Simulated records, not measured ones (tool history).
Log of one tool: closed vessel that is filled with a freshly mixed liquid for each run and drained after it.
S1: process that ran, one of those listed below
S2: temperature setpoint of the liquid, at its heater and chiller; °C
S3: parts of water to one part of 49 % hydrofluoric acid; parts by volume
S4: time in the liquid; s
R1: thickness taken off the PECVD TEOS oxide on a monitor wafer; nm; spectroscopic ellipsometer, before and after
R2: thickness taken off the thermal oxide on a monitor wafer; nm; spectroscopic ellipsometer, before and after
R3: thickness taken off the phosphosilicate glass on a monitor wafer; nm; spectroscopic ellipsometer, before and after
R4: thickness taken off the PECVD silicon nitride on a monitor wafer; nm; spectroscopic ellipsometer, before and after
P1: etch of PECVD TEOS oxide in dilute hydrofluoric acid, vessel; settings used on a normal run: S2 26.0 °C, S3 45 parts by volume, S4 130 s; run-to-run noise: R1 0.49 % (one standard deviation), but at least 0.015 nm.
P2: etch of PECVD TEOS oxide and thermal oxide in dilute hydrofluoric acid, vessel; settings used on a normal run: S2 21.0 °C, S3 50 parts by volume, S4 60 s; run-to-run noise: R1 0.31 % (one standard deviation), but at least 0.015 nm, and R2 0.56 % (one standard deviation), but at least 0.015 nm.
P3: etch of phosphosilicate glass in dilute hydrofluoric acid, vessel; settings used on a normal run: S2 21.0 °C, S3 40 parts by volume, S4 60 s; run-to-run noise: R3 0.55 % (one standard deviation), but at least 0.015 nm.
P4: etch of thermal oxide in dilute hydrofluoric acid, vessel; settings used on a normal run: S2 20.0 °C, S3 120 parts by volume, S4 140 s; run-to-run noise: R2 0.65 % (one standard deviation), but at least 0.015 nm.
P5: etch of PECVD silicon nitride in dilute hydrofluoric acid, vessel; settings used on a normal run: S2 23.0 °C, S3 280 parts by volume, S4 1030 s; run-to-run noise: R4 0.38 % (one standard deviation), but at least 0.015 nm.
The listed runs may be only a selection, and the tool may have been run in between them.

{"run": 1, "hour": 11.4, "S1": "P1", "S2": 26.0, "S3": 45, "S4": 130, "R1": 29.24}
{"run": 2, "hour": 21.4, "S1": "P2", "S2": 21.0, "S3": 50, "S4": 60, "R1": 9.2785, "R2": 5.4464}
{"run": 3, "hour": 31.0, "S1": "P2", "S2": 21.0, "S3": 50, "S4": 60, "R1": 9.3539, "R2": 5.4605}
{"run": 4, "hour": 39.3, "S1": "P3", "S2": 17.0, "S3": 40, "S4": 60, "R3": 73.481}
{"run": 5, "hour": 58.0, "S1": "P1", "S2": 26.0, "S3": 45, "S4": 130, "R1": 29.241}
{"run": 6, "hour": 74.2, "S1": "P5", "S2": 23.0, "S3": 280, "S4": 1030, "R4": 5.9927}
{"run": 7, "hour": 83.7, "S1": "P2", "S2": 28.5, "S3": 50, "S4": 60, "R1": 12.696, "R2": 7.441}
{"run": 8, "hour": 99.1, "S1": "P3", "S2": 21.0, "S3": 20, "S4": 60, "R3": 178.63}
{"run": 9, "hour": 114.6, "S1": "P1", "S2": 26.0, "S3": 45, "S4": 130, "R1": 28.87}
{"run": 10, "hour": 126.6, "S1": "P5", "S2": 30.5, "S3": 280, "S4": 1030, "R4": 9.2552}
{"run": 11, "hour": 140.0, "S1": "P2", "S2": 21.0, "S3": 70, "S4": 60, "R1": 6.5024, "R2": 3.813}
{"run": 12, "hour": 148.3, "S1": "P2", "S2": 21.0, "S3": 50, "S4": 30, "R1": 4.6387, "R2": 2.7329}
{"run": 13, "hour": 164.8, "S1": "P3", "S2": 21.0, "S3": 40, "S4": 35, "R3": 50.263}
{"run": 14, "hour": 176.3, "S1": "P4", "S2": 20.0, "S3": 120, "S4": 140, "R2": 4.669}
{"run": 15, "hour": 187.4, "S1": "P1", "S2": 26.0, "S3": 45, "S4": 35, "R1": 7.7963}
{"run": 16, "hour": 196.7, "S1": "P3", "S2": 21.0, "S3": 40, "S4": 60, "R3": 86.741}
{"run": 17, "hour": 214.8, "S1": "P5", "S2": 23.0, "S3": 280, "S4": 1030, "R4": 5.9343}
{"run": 18, "hour": 225.6, "S1": "P3", "S2": 21.0, "S3": 40, "S4": 60, "R3": 86.497}
{"run": 19, "hour": 236.2, "S1": "P4", "S2": 20.0, "S3": 25, "S4": 140, "R2": 25.071}
{"run": 20, "hour": 244.8, "S1": "P1", "S2": 26.0, "S3": 45, "S4": 130, "R1": 29.02}
{"run": 21, "hour": 262.0, "S1": "P1", "S2": 26.0, "S3": 30, "S4": 130, "R1": 44.461}
{"run": 22, "hour": 270.7, "S1": "P5", "S2": 23.0, "S3": 280, "S4": 1665, "R4": 9.5995}
{"run": 23, "hour": 285.8, "S1": "P1", "S2": 26.0, "S3": 65, "S4": 130, "R1": 19.623}
{"run": 24, "hour": 301.3, "S1": "P1", "S2": 26.0, "S3": 45, "S4": 255, "R1": 57.12}
{"run": 25, "hour": 310.0, "S1": "P4", "S2": 20.0, "S3": 120, "S4": 270, "R2": 8.9543}
{"run": 26, "hour": 327.1, "S1": "P1", "S2": 32.5, "S3": 45, "S4": 130, "R1": 37.586}

Predict the results of run 27:
{"run": 27, "hour": 343.7, "S1": "P1", "S2": 26.0, "S3": 45, "S4": 130, "R1": "?"}

R1: 28.9760 nm

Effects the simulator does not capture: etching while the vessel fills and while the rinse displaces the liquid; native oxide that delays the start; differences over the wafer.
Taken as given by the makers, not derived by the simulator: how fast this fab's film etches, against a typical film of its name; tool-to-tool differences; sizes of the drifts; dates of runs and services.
